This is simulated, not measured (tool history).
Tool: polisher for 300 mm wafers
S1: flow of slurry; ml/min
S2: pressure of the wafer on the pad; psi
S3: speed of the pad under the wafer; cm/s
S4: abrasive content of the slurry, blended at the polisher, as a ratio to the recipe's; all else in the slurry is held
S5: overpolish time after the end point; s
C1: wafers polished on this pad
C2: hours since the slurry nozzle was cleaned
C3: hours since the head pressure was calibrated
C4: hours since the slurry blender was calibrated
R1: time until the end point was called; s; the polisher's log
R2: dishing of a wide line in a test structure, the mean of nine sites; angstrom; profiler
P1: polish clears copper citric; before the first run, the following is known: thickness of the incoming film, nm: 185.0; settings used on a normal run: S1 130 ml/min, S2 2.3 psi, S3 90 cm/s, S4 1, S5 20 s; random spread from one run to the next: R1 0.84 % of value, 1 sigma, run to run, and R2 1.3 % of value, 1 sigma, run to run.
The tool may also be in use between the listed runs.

run    day   S1   S2   S3    S4  S5    C1     C2      C3     C4      R1      R2
  1  0.204  130  2.3   90     1  20   574  518.6   891.2  132.4   128.9  206.82
  2  0.471  130  2.3   90  0.55  38   625    525   897.6  138.8  147.09  335.94
     0.483  -- slurry nozzle cleaned
  3  0.704  130  2.3  136     1  20   669    5.4   903.2  144.4  85.823  292.44
  4  0.858  185  2.3   90     1  20   699    9.1   906.9  148.1  122.39  220.06
  5  1.088  130  2.3   90     1  20   742   14.6   912.4  153.6  128.82  207.78
     1.133  -- slurry blender recalibrated
  6  1.271  130  2.3   44     1  20   777     19   916.8    3.3  255.21  110.51
  7  1.429  130  2.3   90     1  20   808   22.8   920.6    7.1  126.59  206.55
  8  1.612  130  2.3   90  1.35  20   843   27.2     925   11.5  121.47  218.16
  9  1.758  130  3.4   90     1  20   870   30.7   928.5     15  88.191  297.44
 10  2.025  130  2.3   90     1  20   921   37.1   934.9   21.4  130.03  205.86
 11  2.204  185  2.3   90   1.3  20   956   41.4   939.2   25.7  116.01   222.1
 12  2.325  130  2.3   90  0.55  20   979   44.3   942.1   28.6  143.64  187.01
 13  2.517  130  2.3   90     1  40  1015   48.9   946.7   33.2  128.04  384.31
 14  2.646  130  2.3   90     1   6  1040     52   949.8   36.3  129.45  64.994
 15  2.821  130  2.3   90     1  20  1073   56.2     954   40.5  128.38  202.71
 16  2.979  130  1.1   90     1  20  1103     60   957.8   44.3  259.76  106.19
 17  3.167  130    3   90     1   6  1139   64.5   962.3   48.8  100.77  85.379
 18  3.421  130  2.3   90     1  20  1188   70.6   968.4   54.9  128.98     210
 19  3.662   80  2.3   90     1  20  1234   76.4   974.2   60.7  145.91  185.03
 20  3.912  130  2.3   90     1  20  1282   82.4   980.2   66.7  128.86  204.82
 21  4.083  130  2.3   90     1  20  1314   86.5   984.3   70.8  131.28  204.63
 22  4.225  130  2.3   90     1  20  1341   89.9   987.7   74.2  133.72  200.09
 23  4.388  130  2.3   90     1  20  1372   93.8   991.6   78.1  136.15  199.43
 24  4.571  130  2.3   90     1  20  1407   98.2     996   82.5  135.93  194.59
 25  4.733  130  2.3   90     1  20  1438  102.1   999.9   86.4  139.06  193.29
 26  4.992  130  2.3   90     1  20  1488  108.3  1006.1   92.6   137.3  191.55
     5.075  -- head pressure recalibrated
     5.154  -- worn pad replaced by a new one
 27  5.233  130  2.3   90     1  20    15  114.1     3.8   98.4  139.49  197.87
 28  5.479  130  2.3   90     1  20    62    120     9.7  104.3  138.89   189.3
 29    5.7  130  2.3   90     1  20   104  125.3      15  109.6  140.05  193.64

The log shows P1 creeping away from where it was. Any of the 2 causes listed here, at the size stated for it, fits the log just as well as the others:
A: slurry flow missing at the pad, % = 29.7
B: abrasive missing from the slurry, % = 32.1
At approximately day 3.912, the process output began to creep.
All other causes, with the reason each is excluded:
removal rate lost through wear of the pad, %: its service at day 5.154 followed the start of the drift and did not put the process back to its old value
head's pressure below its setpoint, %: its service at day 5.075 followed the start of the drift and did not put the process back to its old value

Each of the check runs listed below is run on 2 wafers and reports their average, with the results left as question marks. Pick the one under which the possible causes would lead to clearly different results.
check 1  5.921  130  2.3  132    1  39                   ?   ?
check 2  5.921  130  2.3   46    1  38                   ?   ?
check 3  5.921  130  2.3   90  1.3  20                   ?   ?
check 4  5.921   80  2.3  134    1  20                   ?   ?

If the cause were each of the candidates in turn, the checks would give the following:
  check  result    if A    if B
check 1      R1  96.511  96.508
check 1      R2   476.2  476.21
check 2      R1  265.16  265.15
check 2      R2   193.1  193.11
check 3      R1  132.23  132.57
check 3      R2  202.59  202.11
check 4      R1  111.69   107.1
check 4      R2  236.27  245.43
How far apart the two closest causes lie, in the result that separates them most: check 1 0 %; check 2 0 %; check 3 0.26 %; check 4 4.2 %
Check 4 distinguishes between the causes, while the remaining checks would return nearly the same result for all of them.

Check 4 was then run and gave: R1 106.87 s; R2 249.65 angstrom. Which cause is it?

The cause is B: abrasive missing from the slurry, %.

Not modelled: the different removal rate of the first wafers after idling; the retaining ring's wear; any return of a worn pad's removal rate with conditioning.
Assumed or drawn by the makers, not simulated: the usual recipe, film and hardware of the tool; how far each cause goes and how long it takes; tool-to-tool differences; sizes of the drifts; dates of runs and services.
